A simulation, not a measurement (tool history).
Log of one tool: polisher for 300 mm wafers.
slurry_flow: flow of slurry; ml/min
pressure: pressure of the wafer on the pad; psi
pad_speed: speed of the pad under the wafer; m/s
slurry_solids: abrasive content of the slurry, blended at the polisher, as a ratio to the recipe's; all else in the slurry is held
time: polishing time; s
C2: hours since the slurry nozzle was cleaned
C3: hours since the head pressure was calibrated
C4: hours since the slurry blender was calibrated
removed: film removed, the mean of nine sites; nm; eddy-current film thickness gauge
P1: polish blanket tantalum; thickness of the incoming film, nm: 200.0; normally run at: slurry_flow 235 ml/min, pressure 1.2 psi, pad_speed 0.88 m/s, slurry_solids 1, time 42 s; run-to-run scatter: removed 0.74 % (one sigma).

{"run": 1, "day": 0.225, "slurry_flow": 235, "pressure": 1.2, "pad_speed": 0.88, "slurry_solids": 1, "time": 42, "wafers polished on this pad": 754, "C2": 195.5, "C3": 140.4, "C4": 312.6, "removed": 40.226}
{"run": 2, "day": 0.6, "slurry_flow": 330, "pressure": 1.2, "pad_speed": 0.88, "slurry_solids": 1, "time": 42, "wafers polished on this pad": 836, "C2": 204.5, "C3": 149.4, "C4": 321.6, "removed": 42.032}
{"run": 3, "day": 0.829, "slurry_flow": 235, "pressure": 0.6, "pad_speed": 0.88, "slurry_solids": 1, "time": 42, "wafers polished on this pad": 886, "C2": 210, "C3": 154.9, "C4": 327.1, "removed": 20.102}
{"run": 4, "day": 1.158, "slurry_flow": 235, "pressure": 1.2, "pad_speed": 0.88, "slurry_solids": 1, "time": 54, "wafers polished on this pad": 957, "C2": 217.9, "C3": 162.8, "C4": 335, "removed": 51.681}
{"day": 1.446, "done": "slurry nozzle cleaned"}
{"run": 5, "day": 1.558, "slurry_flow": 235, "pressure": 1.2, "pad_speed": 0.88, "slurry_solids": 1, "time": 42, "wafers polished on this pad": 1044, "C2": 2.7, "C3": 172.4, "C4": 344.6, "removed": 39.819}
{"day": 1.771, "done": "head pressure recalibrated"}
{"run": 6, "day": 1.896, "slurry_flow": 140, "pressure": 1.2, "pad_speed": 0.88, "slurry_solids": 1, "time": 42, "wafers polished on this pad": 1117, "C2": 10.8, "C3": 3, "C4": 352.7, "removed": 37.014}
{"run": 7, "day": 2.183, "slurry_flow": 235, "pressure": 1.2, "pad_speed": 1.3, "slurry_solids": 1, "time": 42, "wafers polished on this pad": 1179, "C2": 17.7, "C3": 9.9, "C4": 359.6, "removed": 59.89}
{"run": 8, "day": 2.671, "slurry_flow": 160, "pressure": 1.2, "pad_speed": 0.88, "slurry_solids": 0.6, "time": 42, "wafers polished on this pad": 1285, "C2": 29.4, "C3": 21.6, "C4": 371.3, "removed": 32.254}
{"run": 9, "day": 2.988, "slurry_flow": 235, "pressure": 1.2, "pad_speed": 0.88, "slurry_solids": 1, "time": 42, "wafers polished on this pad": 1354, "C2": 37, "C3": 29.2, "C4": 378.9, "removed": 39.844}
{"run": 10, "day": 3.35, "slurry_flow": 235, "pressure": 1.2, "pad_speed": 0.88, "slurry_solids": 1.5, "time": 42, "wafers polished on this pad": 1432, "C2": 45.7, "C3": 37.9, "C4": 387.6, "removed": 43.831}
{"run": 11, "day": 3.638, "slurry_flow": 235, "pressure": 1.2, "pad_speed": 0.88, "slurry_solids": 1, "time": 42, "wafers polished on this pad": 1495, "C2": 52.6, "C3": 44.8, "C4": 394.5, "removed": 40.414}
{"run": 12, "day": 3.912, "slurry_flow": 235, "pressure": 1.2, "pad_speed": 0.88, "slurry_solids": 1, "time": 42, "wafers polished on this pad": 1554, "C2": 59.2, "C3": 51.4, "C4": 401.1, "removed": 39.952}
{"run": 13, "day": 4.404, "slurry_flow": 235, "pressure": 1.5, "pad_speed": 0.88, "slurry_solids": 1, "time": 42, "wafers polished on this pad": 1661, "C2": 71, "C3": 63.2, "C4": 412.9, "removed": 50.114}
{"run": 14, "day": 4.733, "slurry_flow": 155, "pressure": 0.6, "pad_speed": 0.88, "slurry_solids": 1, "time": 42, "wafers polished on this pad": 1732, "C2": 78.9, "C3": 71.1, "C4": 420.8, "removed": 19.223}
{"run": 15, "day": 5.221, "slurry_flow": 235, "pressure": 1.2, "pad_speed": 0.88, "slurry_solids": 1, "time": 20, "wafers polished on this pad": 1838, "C2": 90.6, "C3": 82.8, "C4": 432.5, "removed": 19.213}
{"run": 16, "day": 5.617, "slurry_flow": 235, "pressure": 1.2, "pad_speed": 0.56, "slurry_solids": 1, "time": 42, "wafers polished on this pad": 1924, "C2": 100.1, "C3": 92.3, "C4": 442, "removed": 25.835}
{"run": 17, "day": 5.917, "slurry_flow": 235, "pressure": 1.2, "pad_speed": 0.88, "slurry_solids": 0.55, "time": 42, "wafers polished on this pad": 1989, "C2": 107.3, "C3": 99.5, "C4": 449.2, "removed": 32.592}
{"run": 18, "day": 6.196, "slurry_flow": 235, "pressure": 1.2, "pad_speed": 0.88, "slurry_solids": 1, "time": 42, "wafers polished on this pad": 2049, "C2": 114, "C3": 106.2, "C4": 455.9, "removed": 39.962}
{"run": 19, "day": 6.417, "slurry_flow": 235, "pressure": 1.2, "pad_speed": 0.88, "slurry_solids": 1, "time": 42, "wafers polished on this pad": 2097, "C2": 119.3, "C3": 111.5, "C4": 461.2, "removed": 39.344}
{"run": 20, "day": 6.708, "slurry_flow": 235, "pressure": 1.2, "pad_speed": 0.88, "slurry_solids": 1, "time": 42, "wafers polished on this pad": 2161, "C2": 126.3, "C3": 118.5, "C4": 468.2, "removed": 38.856}
{"run": 21, "day": 6.992, "slurry_flow": 235, "pressure": 1.2, "pad_speed": 0.88, "slurry_solids": 1, "time": 42, "wafers polished on this pad": 2222, "C2": 133.1, "C3": 125.3, "C4": 475, "removed": 38.007}
{"run": 22, "day": 7.454, "slurry_flow": 235, "pressure": 1.2, "pad_speed": 0.88, "slurry_solids": 1, "time": 42, "wafers polished on this pad": 2322, "C2": 144.2, "C3": 136.4, "C4": 486.1, "removed": 38.19}
{"day": 7.504, "done": "head pressure recalibrated"}
{"run": 23, "day": 7.729, "slurry_flow": 235, "pressure": 1.2, "pad_speed": 0.88, "slurry_solids": 1, "time": 42, "wafers polished on this pad": 2382, "C2": 150.8, "C3": 5.4, "C4": 492.7, "removed": 37.637}
{"day": 8.012, "done": "slurry nozzle cleaned"}
{"run": 24, "day": 8.217, "slurry_flow": 235, "pressure": 1.2, "pad_speed": 0.88, "slurry_solids": 1, "time": 42, "wafers polished on this pad": 2488, "C2": 4.9, "C3": 17.1, "C4": 504.4, "removed": 37.886}
{"run": 25, "day": 8.438, "slurry_flow": 235, "pressure": 1.2, "pad_speed": 0.88, "slurry_solids": 1, "time": 42, "wafers polished on this pad": 2536, "C2": 10.2, "C3": 22.4, "C4": 509.7, "removed": 37.623}
{"run": 26, "day": 8.821, "slurry_flow": 235, "pressure": 1.2, "pad_speed": 0.88, "slurry_solids": 1, "time": 42, "wafers polished on this pad": 2619, "C2": 19.4, "C3": 31.6, "C4": 518.9, "removed": 36.969}
{"run": 27, "day": 9.212, "slurry_flow": 235, "pressure": 1.2, "pad_speed": 0.88, "slurry_solids": 1, "time": 42, "wafers polished on this pad": 2704, "C2": 28.8, "C3": 41, "C4": 528.3, "removed": 36.856}
{"run": 28, "day": 9.429, "slurry_flow": 235, "pressure": 1.2, "pad_speed": 0.88, "slurry_solids": 1, "time": 42, "wafers polished on this pad": 2751, "C2": 34, "C3": 46.2, "C4": 533.5, "removed": 36.886}

What P1 gives has crept away from where it was. These 2 causes fit the log equally well, each at the size given:
A: abrasive missing from the slurry, % = 21.9
B: removal rate lost through wear of the pad, % = 7.43
The creep began at about day 6.196.
Why every other cause is out:
slurry flow missing at the pad, %: serviced at day 8.012, which brought nothing back
head's pressure below its setpoint, %: serviced at day 7.504, which brought nothing back

4 check runs are offered, each on 5 wafers whose results are averaged, their results left as question marks. Which one tells the causes apart?
{"run": "check 1", "day": 9.646, "slurry_flow": 235, "pressure": 0.7, "pad_speed": 0.88, "slurry_solids": 1, "time": 31, "removed": "?"}
{"run": "check 2", "day": 9.646, "slurry_flow": 235, "pressure": 0.6, "pad_speed": 0.88, "slurry_solids": 0.65, "time": 42, "removed": "?"}
{"run": "check 3", "day": 9.646, "slurry_flow": 235, "pressure": 1.5, "pad_speed": 0.88, "slurry_solids": 1, "time": 42, "removed": "?"}
{"run": "check 4", "day": 9.646, "slurry_flow": 235, "pressure": 1.2, "pad_speed": 0.6, "slurry_solids": 1, "time": 42, "removed": "?"}

What each check would give under each cause:
check=check_1 result=removed if_A=16.014 if_B=16.012
check=check_2 result=removed if_A=15.729 if_B=16.115
check=check_3 result=removed if_A=46.493 if_B=46.487
check=check_4 result=removed if_A=25.36 if_B=25.356
How far apart the two closest causes lie, in the result that separates them most: check 1 0.01 %; check 2 2.43 %; check 3 0.01 %; check 4 0.01 %
Check 2 tells the causes apart: in the others they would give nearly the same result.

Then check 2 was run and gave: removed 15.802 nm. Which cause is it?

It is A: abrasive missing from the slurry, %.
